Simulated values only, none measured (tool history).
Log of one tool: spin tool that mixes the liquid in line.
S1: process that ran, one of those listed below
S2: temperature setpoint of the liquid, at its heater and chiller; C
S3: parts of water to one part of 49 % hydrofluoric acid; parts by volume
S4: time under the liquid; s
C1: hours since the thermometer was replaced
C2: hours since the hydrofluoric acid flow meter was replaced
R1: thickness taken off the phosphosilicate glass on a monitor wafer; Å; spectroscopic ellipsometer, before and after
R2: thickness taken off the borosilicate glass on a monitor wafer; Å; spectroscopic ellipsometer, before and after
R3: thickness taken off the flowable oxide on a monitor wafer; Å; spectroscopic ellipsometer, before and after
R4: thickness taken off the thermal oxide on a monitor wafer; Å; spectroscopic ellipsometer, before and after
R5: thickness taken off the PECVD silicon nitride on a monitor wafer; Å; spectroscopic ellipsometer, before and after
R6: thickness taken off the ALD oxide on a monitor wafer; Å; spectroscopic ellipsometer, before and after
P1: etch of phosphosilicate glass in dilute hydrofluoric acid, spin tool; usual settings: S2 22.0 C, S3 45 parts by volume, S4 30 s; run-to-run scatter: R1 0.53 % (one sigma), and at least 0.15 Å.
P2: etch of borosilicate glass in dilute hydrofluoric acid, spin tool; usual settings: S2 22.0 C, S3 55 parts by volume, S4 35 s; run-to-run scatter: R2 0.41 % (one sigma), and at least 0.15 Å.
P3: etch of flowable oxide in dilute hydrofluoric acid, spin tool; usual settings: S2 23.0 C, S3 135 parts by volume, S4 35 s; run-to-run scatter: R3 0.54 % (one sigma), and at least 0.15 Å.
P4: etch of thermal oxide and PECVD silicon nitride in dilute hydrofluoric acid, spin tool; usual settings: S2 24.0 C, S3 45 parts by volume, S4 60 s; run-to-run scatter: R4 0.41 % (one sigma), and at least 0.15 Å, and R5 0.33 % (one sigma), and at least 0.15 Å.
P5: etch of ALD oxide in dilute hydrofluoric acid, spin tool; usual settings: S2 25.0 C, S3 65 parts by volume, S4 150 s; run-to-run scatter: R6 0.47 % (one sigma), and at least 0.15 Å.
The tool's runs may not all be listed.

run 1 hour=14.5 | S1=P1 S2=22.0 S3=45 S4=30 | C1=759.9 C2=955.0 | R1=1331.50
run 2 hour=25.5 | S1=P1 S2=22.0 S3=45 S4=60 | C1=770.9 C2=966.0 | R1=2683.40
run 3 hour=38.9 | S1=P1 S2=22.0 S3=45 S4=15 | C1=784.3 C2=979.4 | R1=665.66
run 4 hour=46.6 | S1=P1 S2=22.0 S3=45 S4=30 | C1=792.0 C2=987.1 | R1=1341.20
run 5 hour=59.6 | S1=P2 S2=17.0 S3=55 S4=35 | C1=805.0 C2=1000.1 | R2=198.15
run 6 hour=70.4 | S1=P1 S2=22.0 S3=25 S4=30 | C1=815.8 C2=1010.9 | R1=2470.30
run 7 hour=82.0 | S1=P3 S2=23.0 S3=135 S4=35 | C1=827.4 C2=1022.5 | R3=72.631
run 8 hour=91.9 | S1=P4 S2=32.5 S3=45 S4=60 | C1=837.3 C2=1032.4 | R4=94.564 R5=129.970
run 9 hour=102.9 | S1=P1 S2=22.0 S3=45 S4=30 | C1=848.3 C2=1043.4 | R1=1335.40
run 10 hour=112.4 | S1=P3 S2=27.5 S3=135 S4=35 | C1=857.8 C2=1052.9 | R3=85.435
run 11 hour=120.5 | S1=P5 S2=30.0 S3=65 S4=150 | C1=865.9 C2=1061.0 | R6=439.820
run 12 hour=130.8 | S1=P2 S2=22.0 S3=100 S4=35 | C1=876.2 C2=1071.3 | R2=127.74
run 13 hour=144.8 | S1=P1 S2=22.0 S3=75 S4=30 | C1=890.2 C2=1085.3 | R1=766.53
run 14 hour=158.3 | S1=P1 S2=22.0 S3=70 S4=15 | C1=903.7 C2=1098.8 | R1=414.32
run 15 hour=173.0 | S1=P1 S2=17.0 S3=45 S4=30 | C1=918.4 C2=1113.5 | R1=1069.30
run 16 hour=184.7 | S1=P1 S2=28.5 S3=45 S4=30 | C1=930.1 C2=1125.2 | R1=1741.80
run 17 hour=191.8 | S1=P2 S2=22.0 S3=55 S4=35 | C1=937.2 C2=1132.3 | R2=247.00
run 18 hour=204.4 | S1=P1 S2=22.0 S3=25 S4=15 | C1=949.8 C2=1144.9 | R1=1243.80
run 19 hour=219.1 | S1=P4 S2=24.0 S3=45 S4=60 | C1=964.5 C2=1159.6 | R4=66.825 R5=74.965
run 20 hour=228.2 | S1=P3 S2=23.0 S3=40 S4=35 | C1=973.6 C2=1168.7 | R3=270.280
run 21 hour=241.9 | S1=P5 S2=25.0 S3=65 S4=20 | C1=987.3 C2=1182.4 | R6=48.331
run 22 hour=249.1 | S1=P4 S2=24.0 S3=45 S4=95 | C1=994.5 C2=1189.6 | R4=106.830 R5=118.010
run 23 hour=255.7 | S1=P5 S2=25.0 S3=65 S4=150 | C1=1001.1 C2=1196.2 | R6=362.040
run 24 hour=268.6 | S1=P3 S2=23.0 S3=135 S4=35 | C1=1014.0 C2=1209.1 | R3=72.212
run 25 hour=277.0 | S1=P3 S2=23.0 S3=135 S4=15 | C1=1022.4 C2=1217.5 | R3=30.555
run 26 hour=288.4 | S1=P1 S2=22.0 S3=45 S4=30 | C1=1033.8 C2=1228.9 | R1=1327.20
run 27 hour=298.9 | S1=P1 S2=30.0 S3=45 S4=50 | C1=1044.3 C2=1239.4 | R1=3105.40
run 28 hour=306.6 | S1=P1 S2=22.0 S3=45 S4=30 | C1=1052.0 C2=1247.1 | R1=1333.50
run 29 hour=313.8 | S1=P4 S2=24.0 S3=75 S4=60 | C1=1059.2 C2=1254.3 | R4=38.915 R5=45.276
run 30 hour=321.0 | S1=P2 S2=22.0 S3=55 S4=15 | C1=1066.4 C2=1261.5 | R2=105.27
run 31 hour=333.4 | S1=P5 S2=25.0 S3=90 S4=150 | C1=1078.8 C2=1273.9 | R6=250.260
run 32 hour=341.8 | S1=P1 S2=22.0 S3=45 S4=30 | C1=1087.2 C2=1282.3 | R1=1330.70
run 33 hour=350.6 | S1=P1 S2=22.0 S3=45 S4=30 | C1=1096.0 C2=1291.1 | R1=1294.80
run 34 hour=364.4 | S1=P1 S2=22.0 S3=45 S4=30 | C1=1109.8 C2=1304.9 | R1=1278.90
run 35 hour=377.9 | S1=P1 S2=22.0 S3=45 S4=30 | C1=1123.3 C2=1318.4 | R1=1259.40
run 36 hour=388.7 | S1=P1 S2=22.0 S3=45 S4=30 | C1=1134.1 C2=1329.2 | R1=1251.80
run 37 hour=403.4 | S1=P1 S2=22.0 S3=45 S4=30 | C1=1148.8 C2=1343.9 | R1=1230.80
run 38 hour=410.5 | S1=P1 S2=22.0 S3=45 S4=30 | C1=1155.9 C2=1351.0 | R1=1244.50
run 39 hour=423.2 | S1=P1 S2=22.0 S3=45 S4=30 | C1=1168.6 C2=1363.7 | R1=1238.80
run 40 hour=437.4 | S1=P1 S2=22.0 S3=45 S4=30 | C1=1182.8 C2=1377.9 | R1=1246.90
run 41 hour=451.0 | S1=P1 S2=22.0 S3=45 S4=30 | C1=1196.4 C2=1391.5 | R1=1232.70

What P1 gives has crept away from where it was. These 2 causes fit the log equally well, each at the size given:
A: hydrofluoric acid flow below the setpoint (%) = 7.19
B: liquid colder than its thermometer reads (K) = 1.87
The creep began at about hour 341.8.

4 check runs are offered, one wafer each, their results left as question marks. Which one tells the causes apart?
run check 1 hour=464.6 | S1=P2 S2=22.0 S3=55 S4=35 | R2=?
run check 2 hour=464.6 | S1=P3 S2=23.0 S3=135 S4=35 | R3=?
run check 3 hour=464.6 | S1=P5 S2=25.0 S3=65 S4=150 | R6=?
run check 4 hour=464.6 | S1=P4 S2=24.0 S3=45 S4=60 | R4=? R5=?

What each check would give under each cause:
check=check_1 result=R2 if_A=226.77 if_B=227.10
check=check_2 result=R3 if_A=66.064 if_B=66.917
check=check_3 result=R6 if_A=332.870 if_B=334.650
check=check_4 result=R4 if_A=62.019 if_B=62.113
check=check_4 result=R5 if_A=69.259 if_B=65.600
How far apart the two closest causes lie, in the result that separates them most: check 1 0.15 %; check 2 1.28 %; check 3 0.53 %; check 4 5.43 %
Only check 4 tells the causes apart: in the others they would give nearly the same result.

Then check 4 was run and gave: R4 62.483 Å; R5 69.308 Å. Which cause is it?

It is A: hydrofluoric acid flow below the setpoint (%).
